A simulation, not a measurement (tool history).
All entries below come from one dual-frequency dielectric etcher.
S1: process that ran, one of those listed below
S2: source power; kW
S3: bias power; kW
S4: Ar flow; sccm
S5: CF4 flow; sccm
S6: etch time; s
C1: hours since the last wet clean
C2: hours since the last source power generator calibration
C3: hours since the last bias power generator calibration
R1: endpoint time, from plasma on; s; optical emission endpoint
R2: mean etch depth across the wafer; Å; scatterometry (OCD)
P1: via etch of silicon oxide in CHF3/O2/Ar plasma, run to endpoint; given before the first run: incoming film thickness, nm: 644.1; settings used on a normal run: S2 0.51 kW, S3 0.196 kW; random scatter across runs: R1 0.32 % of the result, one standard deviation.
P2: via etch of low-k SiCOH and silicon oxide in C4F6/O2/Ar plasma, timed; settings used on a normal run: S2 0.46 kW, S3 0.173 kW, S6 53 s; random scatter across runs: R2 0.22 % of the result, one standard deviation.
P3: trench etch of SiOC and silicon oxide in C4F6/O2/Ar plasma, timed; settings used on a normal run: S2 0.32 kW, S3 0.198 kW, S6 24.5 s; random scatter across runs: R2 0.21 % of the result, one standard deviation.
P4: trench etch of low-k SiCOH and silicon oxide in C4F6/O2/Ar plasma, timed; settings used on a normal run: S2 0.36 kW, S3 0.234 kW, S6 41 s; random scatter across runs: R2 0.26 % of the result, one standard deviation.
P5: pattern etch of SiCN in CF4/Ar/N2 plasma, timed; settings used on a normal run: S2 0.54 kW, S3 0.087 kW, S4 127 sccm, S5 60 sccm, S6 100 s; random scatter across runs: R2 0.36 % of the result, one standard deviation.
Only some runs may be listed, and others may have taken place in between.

run 1 day=0.304 | S1=P1 S2=0.51 S3=0.196 | C1=443.3 C2=1078 C3=1202.5 | R1=341.49
run 2 day=0.746 | S1=P1 S2=0.51 S3=0.196 | C1=453.9 C2=1088.6 C3=1213.1 | R1=342.94
run 3 day=1.258 | S1=P1 S2=0.61 S3=0.196 | C1=466.2 C2=1100.9 C3=1225.4 | R1=319.67
run 4 day=1.704 | S1=P5 S2=0.54 S3=0.087 S4=127 S5=60 S6=100 | C1=476.9 C2=1111.6 C3=1236.1 | R2=1020.2
run 5 day=2.204 | S1=P3 S2=0.21 S3=0.198 S6=24.5 | C1=488.9 C2=1123.6 C3=1248.1 | R2=372.52
-- day=2.317 wet clean of the chamber
run 6 day=2.604 | S1=P1 S2=0.51 S3=0.273 | C1=6.9 C2=1133.2 C3=1257.7 | R1=306.34
run 7 day=2.946 | S1=P4 S2=0.36 S3=0.234 S6=41 | C1=15.1 C2=1141.4 C3=1265.9 | R2=1294.6
run 8 day=3.421 | S1=P5 S2=0.54 S3=0.052 S4=127 S5=60 S6=100 | C1=26.5 C2=1152.8 C3=1277.3 | R2=846.03
run 9 day=3.888 | S1=P1 S2=0.51 S3=0.196 | C1=37.7 C2=1164 C3=1288.5 | R1=343.21
run 10 day=4.342 | S1=P1 S2=0.38 S3=0.196 | C1=48.6 C2=1174.9 C3=1299.4 | R1=383.35
run 11 day=4.892 | S1=P2 S2=0.46 S3=0.173 S6=71 | C1=61.8 C2=1188.1 C3=1312.6 | R2=1933.3
run 12 day=5.233 | S1=P1 S2=0.68 S3=0.144 | C1=70 C2=1196.3 C3=1320.8 | R1=337.83
run 13 day=5.608 | S1=P2 S2=0.63 S3=0.173 S6=53 | C1=79 C2=1205.3 C3=1329.8 | R2=1635.3
run 14 day=6.05 | S1=P4 S2=0.47 S3=0.234 S6=41 | C1=89.6 C2=1215.9 C3=1340.4 | R2=1426
run 15 day=6.558 | S1=P2 S2=0.46 S3=0.173 S6=53 | C1=101.8 C2=1228.1 C3=1352.6 | R2=1443.1
run 16 day=6.908 | S1=P3 S2=0.32 S3=0.245 S6=24.5 | C1=110.2 C2=1236.5 C3=1361 | R2=466.39
run 17 day=7.217 | S1=P3 S2=0.32 S3=0.198 S6=35.5 | C1=117.6 C2=1243.9 C3=1368.4 | R2=630.53
run 18 day=7.617 | S1=P1 S2=0.51 S3=0.196 | C1=127.2 C2=1253.5 C3=1378 | R1=341.25
run 19 day=8.071 | S1=P1 S2=0.51 S3=0.196 | C1=138.1 C2=1264.4 C3=1388.9 | R1=341.98
run 20 day=8.55 | S1=P1 S2=0.51 S3=0.196 | C1=149.6 C2=1275.9 C3=1400.4 | R1=340.95
run 21 day=8.9 | S1=P3 S2=0.32 S3=0.198 S6=24.5 | C1=158 C2=1284.3 C3=1408.8 | R2=434.63
run 22 day=9.404 | S1=P4 S2=0.36 S3=0.151 S6=41 | C1=170.1 C2=1296.4 C3=1420.9 | R2=1126.2
run 23 day=9.817 | S1=P1 S2=0.51 S3=0.143 | C1=180 C2=1306.3 C3=1430.8 | R1=379.98
run 24 day=10.304 | S1=P4 S2=0.36 S3=0.234 S6=53.5 | C1=191.7 C2=1318 C3=1442.5 | R2=1687.4
run 25 day=10.771 | S1=P5 S2=0.32 S3=0.087 S4=127 S5=60 S6=100 | C1=202.9 C2=1329.2 C3=1453.7 | R2=648.37
run 26 day=11.05 | S1=P5 S2=0.54 S3=0.087 S4=127 S5=60 S6=149.5 | C1=209.6 C2=1335.9 C3=1460.4 | R2=1527.7

What will run 27 give?
run 27 day=11.467 | S1=P1 S2=0.51 S3=0.196 | C1=219.6 C2=1345.9 C3=1470.4 | R1=?

Run 27 came out at R1 343.5 s.
